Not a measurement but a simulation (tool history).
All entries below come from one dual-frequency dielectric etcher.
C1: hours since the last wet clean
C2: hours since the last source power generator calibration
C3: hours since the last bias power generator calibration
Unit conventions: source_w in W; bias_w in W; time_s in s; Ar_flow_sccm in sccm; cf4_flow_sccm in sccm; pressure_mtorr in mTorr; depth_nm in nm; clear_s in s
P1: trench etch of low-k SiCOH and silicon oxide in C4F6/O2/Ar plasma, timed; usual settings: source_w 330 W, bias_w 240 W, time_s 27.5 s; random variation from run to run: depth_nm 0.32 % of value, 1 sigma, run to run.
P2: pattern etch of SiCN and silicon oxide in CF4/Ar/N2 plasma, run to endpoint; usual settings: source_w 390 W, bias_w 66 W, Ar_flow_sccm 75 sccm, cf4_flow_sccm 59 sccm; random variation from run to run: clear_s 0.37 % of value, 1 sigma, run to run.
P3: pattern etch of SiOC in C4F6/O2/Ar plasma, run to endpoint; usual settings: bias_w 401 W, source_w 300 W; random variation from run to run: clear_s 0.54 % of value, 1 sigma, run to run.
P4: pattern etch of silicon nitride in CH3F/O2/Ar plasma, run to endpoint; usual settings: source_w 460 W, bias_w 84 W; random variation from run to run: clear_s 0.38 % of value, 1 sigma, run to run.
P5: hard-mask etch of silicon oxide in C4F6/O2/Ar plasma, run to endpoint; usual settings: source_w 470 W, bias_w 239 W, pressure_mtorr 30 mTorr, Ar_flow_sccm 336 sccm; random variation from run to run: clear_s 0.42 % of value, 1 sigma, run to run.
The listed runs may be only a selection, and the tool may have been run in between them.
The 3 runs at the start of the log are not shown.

{"run": 4, "hour": 32.8, "process": "P1", "source_w": 330, "bias_w": 289, "time_s": 39, "C1": 99.2, "C2": 1485.9, "C3": 1053.8, "depth_nm": 133.2}
{"run": 5, "hour": 43.3, "process": "P1", "source_w": 330, "bias_w": 240, "time_s": 27.5, "C1": 109.7, "C2": 1496.4, "C3": 1064.3, "depth_nm": 87.87}
{"run": 6, "hour": 49.1, "process": "P4", "source_w": 660, "bias_w": 84, "C1": 115.5, "C2": 1502.2, "C3": 1070.1, "clear_s": 47.511}
{"run": 7, "hour": 54.7, "process": "P1", "source_w": 330, "bias_w": 164, "time_s": 36.5, "C1": 121.1, "C2": 1507.8, "C3": 1075.7, "depth_nm": 102.91}
{"run": 8, "hour": 64.2, "process": "P5", "source_w": 470, "bias_w": 239, "Ar_flow_sccm": 336, "pressure_mtorr": 38, "C1": 130.6, "C2": 1517.3, "C3": 1085.2, "clear_s": 74.342}
{"run": 9, "hour": 72.1, "process": "P1", "source_w": 330, "bias_w": 240, "time_s": 15, "C1": 138.5, "C2": 1525.2, "C3": 1093.1, "depth_nm": 47.803}
{"run": 10, "hour": 82.2, "process": "P1", "source_w": 330, "bias_w": 240, "time_s": 27.5, "C1": 148.6, "C2": 1535.3, "C3": 1103.2, "depth_nm": 87.659}
{"run": 11, "hour": 89.3, "process": "P4", "source_w": 460, "bias_w": 58, "C1": 155.7, "C2": 1542.4, "C3": 1110.3, "clear_s": 61.063}
{"run": 12, "hour": 94.6, "process": "P1", "source_w": 330, "bias_w": 330, "time_s": 27.5, "C1": 161, "C2": 1547.7, "C3": 1115.6, "depth_nm": 98.097}
{"run": 13, "hour": 104.6, "process": "P1", "source_w": 330, "bias_w": 157, "time_s": 27.5, "C1": 171, "C2": 1557.7, "C3": 1125.6, "depth_nm": 77.072}
{"run": 14, "hour": 115.0, "process": "P1", "source_w": 330, "bias_w": 240, "time_s": 38, "C1": 181.4, "C2": 1568.1, "C3": 1136, "depth_nm": 121.78}
{"run": 15, "hour": 122.6, "process": "P2", "source_w": 230, "bias_w": 66, "Ar_flow_sccm": 75, "cf4_flow_sccm": 59, "C1": 189, "C2": 1575.7, "C3": 1143.6, "clear_s": 27.977}
{"run": 16, "hour": 130.0, "process": "P5", "source_w": 470, "bias_w": 239, "Ar_flow_sccm": 336, "pressure_mtorr": 30, "C1": 196.4, "C2": 1583.1, "C3": 1151, "clear_s": 72.92}
{"run": 17, "hour": 139.1, "process": "P3", "source_w": 300, "bias_w": 401, "C1": 205.5, "C2": 1592.2, "C3": 1160.1, "clear_s": 17.974}
{"run": 18, "hour": 146.7, "process": "P1", "source_w": 450, "bias_w": 240, "time_s": 27.5, "C1": 213.1, "C2": 1599.8, "C3": 1167.7, "depth_nm": 99.076}
{"run": 19, "hour": 152.9, "process": "P2", "source_w": 390, "bias_w": 66, "Ar_flow_sccm": 75, "cf4_flow_sccm": 59, "C1": 219.3, "C2": 1606, "C3": 1173.9, "clear_s": 17.54}
{"run": 20, "hour": 162.7, "process": "P3", "source_w": 170, "bias_w": 401, "C1": 229.1, "C2": 1615.8, "C3": 1183.7, "clear_s": 22.198}
{"run": 21, "hour": 168.2, "process": "P2", "source_w": 390, "bias_w": 51, "Ar_flow_sccm": 75, "cf4_flow_sccm": 59, "C1": 234.6, "C2": 1621.3, "C3": 1189.2, "clear_s": 18.972}

For run 22, what comes out?
{"run": 22, "hour": 174.8, "process": "P5", "source_w": 470, "bias_w": 337, "Ar_flow_sccm": 336, "pressure_mtorr": 30, "C1": 241.2, "C2": 1627.9, "C3": 1195.8, "clear_s": "?"}

{"run 22": {"clear_s": 64.651}}
